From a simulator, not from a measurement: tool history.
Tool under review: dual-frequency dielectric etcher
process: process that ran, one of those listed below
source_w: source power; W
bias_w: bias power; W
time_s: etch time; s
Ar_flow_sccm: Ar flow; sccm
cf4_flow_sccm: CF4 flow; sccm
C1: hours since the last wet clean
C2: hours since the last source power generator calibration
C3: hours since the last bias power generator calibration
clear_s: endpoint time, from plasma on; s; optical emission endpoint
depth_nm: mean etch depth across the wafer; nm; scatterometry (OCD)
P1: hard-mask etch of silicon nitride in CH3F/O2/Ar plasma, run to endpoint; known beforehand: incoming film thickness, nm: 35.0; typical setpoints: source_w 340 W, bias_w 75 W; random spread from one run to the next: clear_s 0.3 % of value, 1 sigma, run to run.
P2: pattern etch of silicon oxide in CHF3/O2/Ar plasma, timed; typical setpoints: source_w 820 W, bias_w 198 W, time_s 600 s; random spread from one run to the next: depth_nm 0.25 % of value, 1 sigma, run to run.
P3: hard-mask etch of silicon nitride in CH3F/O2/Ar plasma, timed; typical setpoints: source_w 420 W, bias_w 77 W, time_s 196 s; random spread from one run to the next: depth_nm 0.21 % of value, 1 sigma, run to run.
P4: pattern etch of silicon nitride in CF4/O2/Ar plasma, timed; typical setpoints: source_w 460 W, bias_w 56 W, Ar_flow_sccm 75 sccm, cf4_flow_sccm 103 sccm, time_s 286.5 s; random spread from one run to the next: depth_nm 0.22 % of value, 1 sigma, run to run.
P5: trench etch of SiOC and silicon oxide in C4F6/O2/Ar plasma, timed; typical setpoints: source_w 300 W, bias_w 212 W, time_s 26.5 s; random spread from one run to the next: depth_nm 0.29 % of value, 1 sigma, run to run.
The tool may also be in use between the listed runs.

Run 1, hour 9.6: process P1, source_w 340 W, bias_w 75 W; C1 252.8; C2 1405.3; C3 2148.7. Result: clear_s 53.737 s.
Run 2, hour 22: process P5, source_w 390 W, bias_w 212 W, time_s 26.5 s; C1 265.2; C2 1417.7; C3 2161.1. Result: depth_nm 56.545 nm.
Run 3, hour 36: process P1, source_w 340 W, bias_w 75 W; C1 279.2; C2 1431.7; C3 2175.1. Result: clear_s 53.289 s.
Run 4, hour 46.4: process P2, source_w 600 W, bias_w 198 W, time_s 600 s; C1 289.6; C2 1442.1; C3 2185.5. Result: depth_nm 1215.8 nm.
Run 5, hour 54.9: process P1, source_w 340 W, bias_w 58 W; C1 298.1; C2 1450.6; C3 2194. Result: clear_s 58.266 s.
Run 6, hour 62.3: process P5, source_w 300 W, bias_w 212 W, time_s 26.5 s; C1 305.5; C2 1458; C3 2201.4. Result: depth_nm 51.396 nm.
Run 7, hour 74.9: process P2, source_w 820 W, bias_w 198 W, time_s 600 s; C1 318.1; C2 1470.6; C3 2214. Result: depth_nm 1375.6 nm.
Run 8, hour 84.9: process P3, source_w 420 W, bias_w 77 W, time_s 264 s; C1 328.1; C2 1480.6; C3 2224. Result: depth_nm 191.67 nm.
Run 9, hour 98.5: process P1, source_w 340 W, bias_w 105 W; C1 341.7; C2 1494.2; C3 2237.6. Result: clear_s 47.361 s.
Run 10, hour 110.1: process P1, source_w 340 W, bias_w 75 W; C1 353.3; C2 1505.8; C3 2249.2. Result: clear_s 53.516 s.
Run 11, hour 121.9: process P1, source_w 260 W, bias_w 75 W; C1 365.1; C2 1517.6; C3 2261. Result: clear_s 58.855 s.
Run 12, hour 132.8: process P4, source_w 460 W, bias_w 56 W, time_s 286.5 s, Ar_flow_sccm 96 sccm, cf4_flow_sccm 103 sccm; C1 376; C2 1528.5; C3 2271.9. Result: depth_nm 519.25 nm.
Run 13, hour 141.7: process P4, source_w 460 W, bias_w 56 W, time_s 286.5 s, Ar_flow_sccm 75 sccm, cf4_flow_sccm 72 sccm; C1 384.9; C2 1537.4; C3 2280.8. Result: depth_nm 513.82 nm.
Run 14, hour 154.6: process P1, source_w 400 W, bias_w 102 W; C1 397.8; C2 1550.3; C3 2293.7. Result: clear_s 44.912 s.
Run 15, hour 163.1: process P4, source_w 550 W, bias_w 56 W, time_s 286.5 s, Ar_flow_sccm 75 sccm, cf4_flow_sccm 103 sccm; C1 406.3; C2 1558.8; C3 2302.2. Result: depth_nm 620.69 nm.
Run 16, hour 174.6: process P4, source_w 460 W, bias_w 56 W, time_s 181 s, Ar_flow_sccm 75 sccm, cf4_flow_sccm 103 sccm; C1 417.8; C2 1570.3; C3 2313.7. Result: depth_nm 336.14 nm.
Run 17, hour 187.4: process P3, source_w 420 W, bias_w 77 W, time_s 196 s; C1 430.6; C2 1583.1; C3 2326.5. Result: depth_nm 143.14 nm.
Run 18, hour 196.9: process P4, source_w 460 W, bias_w 79 W, time_s 286.5 s, Ar_flow_sccm 75 sccm, cf4_flow_sccm 103 sccm; C1 440.1; C2 1592.6; C3 2336. Result: depth_nm 607.99 nm.
Run 19, hour 207.3: process P3, source_w 420 W, bias_w 91 W, time_s 196 s; C1 450.5; C2 1603; C3 2346.4. Result: depth_nm 151.47 nm.
Run 20, hour 215.6: process P3, source_w 420 W, bias_w 77 W, time_s 196 s; C1 458.8; C2 1611.3; C3 2354.7. Result: depth_nm 142.34 nm.
Run 21, hour 226: process P5, source_w 300 W, bias_w 212 W, time_s 26.5 s; C1 469.2; C2 1621.7; C3 2365.1. Result: depth_nm 51.193 nm.
Run 22, hour 237: process P3, source_w 340 W, bias_w 77 W, time_s 196 s; C1 480.2; C2 1632.7; C3 2376.1. Result: depth_nm 131.67 nm.
Run 23, hour 247.6: process P1, source_w 340 W, bias_w 75 W; C1 490.8; C2 1643.3; C3 2386.7. Result: clear_s 53.258 s.
Run 24, hour 257.3: process P5, source_w 300 W, bias_w 263 W, time_s 26.5 s; C1 500.5; C2 1653; C3 2396.4. Result: depth_nm 55.457 nm.
At hour 265: source power generator calibrated.
Run 25, hour 267.2: process P2, source_w 820 W, bias_w 198 W, time_s 330 s; C1 510.4; C2 2.3; C3 2406.3. Result: depth_nm 757.21 nm.
Run 26, hour 281.9: process P1, source_w 460 W, bias_w 75 W; C1 525.1; C2 17; C3 2421. Result: clear_s 47.686 s.
Run 27, hour 295.3: process P1, source_w 340 W, bias_w 75 W; C1 538.5; C2 30.4; C3 2434.4. Result: clear_s 53.466 s.
Run 28, hour 302.6: process P2, source_w 820 W, bias_w 256 W, time_s 600 s; C1 545.8; C2 37.7; C3 2441.7. Result: depth_nm 1493.1 nm.
Run 29, hour 316.2: process P4, source_w 460 W, bias_w 56 W, time_s 286.5 s, Ar_flow_sccm 75 sccm, cf4_flow_sccm 103 sccm; C1 559.4; C2 51.3; C3 2455.3. Result: depth_nm 533.43 nm.
Run 30, hour 327: process P5, source_w 300 W, bias_w 212 W, time_s 37 s; C1 570.2; C2 62.1; C3 2466.1. Result: depth_nm 71.834 nm.
Run 31, hour 342.1: process P1, source_w 340 W, bias_w 75 W; C1 585.3; C2 77.2; C3 2481.2. Result: clear_s 53.296 s.

The next listed run, before its measurement:
Run 32, hour 352.1: process P1, source_w 340 W, bias_w 75 W; C1 595.3; C2 87.2; C3 2491.2. Result: clear_s ?.

{"run 32": {"clear_s": 53.15}}

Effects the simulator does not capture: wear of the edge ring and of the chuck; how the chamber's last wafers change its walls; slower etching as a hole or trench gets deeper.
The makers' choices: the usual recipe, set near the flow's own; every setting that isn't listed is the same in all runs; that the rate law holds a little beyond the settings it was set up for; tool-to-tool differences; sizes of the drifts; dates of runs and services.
